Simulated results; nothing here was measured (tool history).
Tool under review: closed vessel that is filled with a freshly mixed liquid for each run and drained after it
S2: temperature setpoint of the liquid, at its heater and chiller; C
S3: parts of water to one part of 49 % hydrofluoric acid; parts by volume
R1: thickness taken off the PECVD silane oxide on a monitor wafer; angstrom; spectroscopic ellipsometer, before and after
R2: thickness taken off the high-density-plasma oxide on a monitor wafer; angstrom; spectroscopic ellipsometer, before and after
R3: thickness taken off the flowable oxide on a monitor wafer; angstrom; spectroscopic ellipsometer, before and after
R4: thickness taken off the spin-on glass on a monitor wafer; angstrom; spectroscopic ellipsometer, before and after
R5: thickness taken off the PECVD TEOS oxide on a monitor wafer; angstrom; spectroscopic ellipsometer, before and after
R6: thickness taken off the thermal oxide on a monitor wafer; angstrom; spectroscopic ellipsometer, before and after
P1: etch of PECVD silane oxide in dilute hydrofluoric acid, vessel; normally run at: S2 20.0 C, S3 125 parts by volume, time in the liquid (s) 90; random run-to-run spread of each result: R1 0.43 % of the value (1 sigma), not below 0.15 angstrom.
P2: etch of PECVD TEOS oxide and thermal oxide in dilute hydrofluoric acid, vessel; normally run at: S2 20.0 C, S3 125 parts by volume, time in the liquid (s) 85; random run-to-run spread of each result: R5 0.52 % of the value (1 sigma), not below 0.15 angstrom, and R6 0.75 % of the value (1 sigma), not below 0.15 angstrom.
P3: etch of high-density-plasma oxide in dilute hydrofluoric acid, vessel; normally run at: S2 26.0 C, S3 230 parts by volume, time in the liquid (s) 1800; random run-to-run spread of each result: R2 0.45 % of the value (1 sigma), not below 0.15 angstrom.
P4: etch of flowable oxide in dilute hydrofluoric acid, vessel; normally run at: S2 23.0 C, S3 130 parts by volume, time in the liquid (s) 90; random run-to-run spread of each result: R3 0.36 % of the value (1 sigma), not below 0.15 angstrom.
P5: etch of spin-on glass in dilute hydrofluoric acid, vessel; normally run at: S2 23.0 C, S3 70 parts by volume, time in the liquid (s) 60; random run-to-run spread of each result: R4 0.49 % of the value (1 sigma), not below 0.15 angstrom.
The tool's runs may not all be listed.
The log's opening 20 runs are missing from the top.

run 21 hour=265.4 | process_that_ran=P2 S2=20.0 S3=125 time_in_the_liquid_(s)=85 | R5=113.470 R6=28.101
run 22 hour=277.5 | process_that_ran=P5 S2=23.0 S3=70 time_in_the_liquid_(s)=60 | R4=368.34
run 23 hour=292.6 | process_that_ran=P1 S2=20.0 S3=125 time_in_the_liquid_(s)=90 | R1=178.630
run 24 hour=304.3 | process_that_ran=P5 S2=23.0 S3=70 time_in_the_liquid_(s)=60 | R4=368.71
run 25 hour=312.5 | process_that_ran=P1 S2=20.0 S3=175 time_in_the_liquid_(s)=90 | R1=119.640
run 26 hour=321.1 | process_that_ran=P5 S2=23.0 S3=35 time_in_the_liquid_(s)=60 | R4=776.21
run 27 hour=335.0 | process_that_ran=P4 S2=23.0 S3=130 time_in_the_liquid_(s)=135 | R3=440.22
run 28 hour=349.7 | process_that_ran=P2 S2=20.0 S3=125 time_in_the_liquid_(s)=125 | R5=166.370 R6=40.205
run 29 hour=363.6 | process_that_ran=P4 S2=23.0 S3=45 time_in_the_liquid_(s)=90 | R3=948.76
-- hour=371.9 thermometer replaced
run 30 hour=374.5 | process_that_ran=P3 S2=26.0 S3=230 time_in_the_liquid_(s)=1800 | R2=432.810
run 31 hour=385.7 | process_that_ran=P2 S2=20.0 S3=220 time_in_the_liquid_(s)=85 | R5=58.193 R6=14.115
run 32 hour=398.8 | process_that_ran=P2 S2=20.0 S3=125 time_in_the_liquid_(s)=85 | R5=113.500 R6=27.823
run 33 hour=407.8 | process_that_ran=P3 S2=33.0 S3=230 time_in_the_liquid_(s)=1800 | R2=548.220
run 34 hour=416.9 | process_that_ran=P1 S2=20.0 S3=125 time_in_the_liquid_(s)=90 | R1=177.210
run 35 hour=427.8 | process_that_ran=P1 S2=20.0 S3=125 time_in_the_liquid_(s)=90 | R1=176.790

Run 36 has not been measured yet. What should we expect?
run 36 hour=443.2 | process_that_ran=P1 S2=20.0 S3=125 time_in_the_liquid_(s)=90 | R1=?

Run 36 produced R1 169.730 angstrom.
